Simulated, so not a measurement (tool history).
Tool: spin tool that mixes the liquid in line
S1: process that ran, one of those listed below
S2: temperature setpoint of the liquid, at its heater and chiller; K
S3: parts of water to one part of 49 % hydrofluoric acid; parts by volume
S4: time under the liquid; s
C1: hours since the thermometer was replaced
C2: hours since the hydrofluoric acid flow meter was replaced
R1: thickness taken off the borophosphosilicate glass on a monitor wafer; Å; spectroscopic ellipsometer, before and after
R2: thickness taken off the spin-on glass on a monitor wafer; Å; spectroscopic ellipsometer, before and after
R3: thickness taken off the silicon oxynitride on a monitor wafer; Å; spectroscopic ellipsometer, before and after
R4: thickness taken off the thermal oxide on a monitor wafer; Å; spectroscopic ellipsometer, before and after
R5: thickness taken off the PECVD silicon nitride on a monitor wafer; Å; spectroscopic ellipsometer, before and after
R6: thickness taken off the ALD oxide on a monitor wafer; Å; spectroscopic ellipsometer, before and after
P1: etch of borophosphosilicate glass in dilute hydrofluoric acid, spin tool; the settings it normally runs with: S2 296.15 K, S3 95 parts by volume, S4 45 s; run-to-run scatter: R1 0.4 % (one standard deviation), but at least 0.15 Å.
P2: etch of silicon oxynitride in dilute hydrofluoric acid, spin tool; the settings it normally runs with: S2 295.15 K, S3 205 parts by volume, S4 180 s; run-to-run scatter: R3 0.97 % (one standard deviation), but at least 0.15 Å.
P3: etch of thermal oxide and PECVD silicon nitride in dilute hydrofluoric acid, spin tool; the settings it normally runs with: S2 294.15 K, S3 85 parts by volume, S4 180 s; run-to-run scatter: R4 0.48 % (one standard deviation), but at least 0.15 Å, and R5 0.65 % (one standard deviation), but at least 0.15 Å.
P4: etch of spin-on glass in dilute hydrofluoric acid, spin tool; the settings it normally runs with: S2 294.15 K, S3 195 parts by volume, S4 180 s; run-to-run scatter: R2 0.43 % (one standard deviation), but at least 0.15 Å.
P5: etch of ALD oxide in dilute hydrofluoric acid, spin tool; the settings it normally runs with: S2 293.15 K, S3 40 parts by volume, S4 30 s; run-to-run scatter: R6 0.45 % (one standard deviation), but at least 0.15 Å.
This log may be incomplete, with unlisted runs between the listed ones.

Run 1, hour 13: S1 P1, S2 296.15 K, S3 95 parts by volume, S4 45 s; C1 553.2; C2 1046.9. Result: R1 249.35 Å.
Run 2, hour 27: S1 P4, S2 294.15 K, S3 195 parts by volume, S4 180 s; C1 567.2; C2 1060.9. Result: R2 180.17 Å.
Run 3, hour 39.1: S1 P1, S2 296.15 K, S3 95 parts by volume, S4 45 s; C1 579.3; C2 1073. Result: R1 250.68 Å.
Run 4, hour 50: S1 P2, S2 295.15 K, S3 315 parts by volume, S4 180 s; C1 590.2; C2 1083.9. Result: R3 12.845 Å.
Run 5, hour 67.5: S1 P4, S2 294.15 K, S3 195 parts by volume, S4 180 s; C1 607.7; C2 1101.4. Result: R2 180.33 Å.
Run 6, hour 84.4: S1 P3, S2 290.15 K, S3 85 parts by volume, S4 180 s; C1 624.6; C2 1118.3. Result: R4 72.278 Å, R5 26.864 Å.
Run 7, hour 100.7: S1 P4, S2 290.15 K, S3 195 parts by volume, S4 180 s; C1 640.9; C2 1134.6. Result: R2 155.05 Å.
Run 8, hour 112.7: S1 P5, S2 293.15 K, S3 40 parts by volume, S4 30 s; C1 652.9; C2 1146.6. Result: R6 100 Å.
Run 9, hour 125.3: S1 P4, S2 294.15 K, S3 195 parts by volume, S4 350 s; C1 665.5; C2 1159.2. Result: R2 352.22 Å.
Run 10, hour 136.1: S1 P1, S2 296.15 K, S3 95 parts by volume, S4 45 s; C1 676.3; C2 1170. Result: R1 251.5 Å.
Run 11, hour 150: S1 P3, S2 294.15 K, S3 85 parts by volume, S4 270 s; C1 690.2; C2 1183.9. Result: R4 128.31 Å, R5 53.704 Å.
Run 12, hour 159.2: S1 P1, S2 296.15 K, S3 165 parts by volume, S4 45 s; C1 699.4; C2 1193.1. Result: R1 133.15 Å.
Run 13, hour 173.4: S1 P1, S2 300.15 K, S3 95 parts by volume, S4 45 s; C1 713.6; C2 1207.3. Result: R1 291.97 Å.
Run 14, hour 189.7: S1 P2, S2 290.15 K, S3 205 parts by volume, S4 180 s; C1 729.9; C2 1223.6. Result: R3 16.846 Å.
Run 15, hour 205.8: S1 P1, S2 296.15 K, S3 95 parts by volume, S4 15 s; C1 746; C2 1239.7. Result: R1 83.691 Å.
Run 16, hour 223.2: S1 P5, S2 293.15 K, S3 20 parts by volume, S4 30 s; C1 763.4; C2 1257.1. Result: R6 206.24 Å.
Run 17, hour 236.6: S1 P1, S2 300.65 K, S3 95 parts by volume, S4 60 s; C1 776.8; C2 1270.5. Result: R1 399.53 Å.
Run 18, hour 251: S1 P3, S2 294.15 K, S3 85 parts by volume, S4 180 s; C1 791.2; C2 1284.9. Result: R4 86.191 Å, R5 35.297 Å.
Run 19, hour 262.3: S1 P4, S2 294.15 K, S3 35 parts by volume, S4 180 s; C1 802.5; C2 1296.2. Result: R2 1207.4 Å.
Run 20, hour 275.7: S1 P3, S2 294.15 K, S3 85 parts by volume, S4 180 s; C1 815.9; C2 1309.6. Result: R4 84.903 Å, R5 35.753 Å.
Run 21, hour 290.8: S1 P1, S2 296.15 K, S3 95 parts by volume, S4 75 s; C1 831; C2 1324.7. Result: R1 417.33 Å.
Run 22, hour 305.1: S1 P2, S2 295.15 K, S3 205 parts by volume, S4 180 s; C1 845.3; C2 1339. Result: R3 21.37 Å.
Run 23, hour 322: S1 P1, S2 290.65 K, S3 95 parts by volume, S4 45 s; C1 862.2; C2 1355.9. Result: R1 199.22 Å.
Run 24, hour 340.9: S1 P5, S2 293.15 K, S3 40 parts by volume, S4 60 s; C1 881.1; C2 1374.8. Result: R6 200.49 Å.
Run 25, hour 354.7: S1 P1, S2 301.65 K, S3 135 parts by volume, S4 45 s; C1 894.9; C2 1388.6. Result: R1 207.92 Å.
Run 26, hour 369.5: S1 P1, S2 296.15 K, S3 95 parts by volume, S4 45 s; C1 909.7; C2 1403.4. Result: R1 251.93 Å.
Run 27, hour 380.1: S1 P3, S2 294.15 K, S3 150 parts by volume, S4 180 s; C1 920.3; C2 1414. Result: R4 45.44 Å, R5 20.355 Å.
Run 28, hour 396.5: S1 P2, S2 295.15 K, S3 205 parts by volume, S4 315 s; C1 936.7; C2 1430.4. Result: R3 37.491 Å.
Run 29, hour 409.8: S1 P1, S2 296.15 K, S3 45 parts by volume, S4 45 s; C1 950; C2 1443.7. Result: R1 560.73 Å.
Run 30, hour 420.5: S1 P5, S2 300.65 K, S3 40 parts by volume, S4 30 s; C1 960.7; C2 1454.4. Result: R6 136.86 Å.
Run 31, hour 431.5: S1 P1, S2 296.15 K, S3 95 parts by volume, S4 45 s; C1 971.7; C2 1465.4. Result: R1 249.08 Å.
Run 32, hour 443.2: S1 P5, S2 293.15 K, S3 40 parts by volume, S4 30 s; C1 983.4; C2 1477.1. Result: R6 99.696 Å.

What will run 33 give?
Run 33, hour 457.8: S1 P1, S2 296.15 K, S3 95 parts by volume, S4 45 s; C1 998; C2 1491.7. Result: R1 ?.

{"run 33": {"R1": 251.25}}
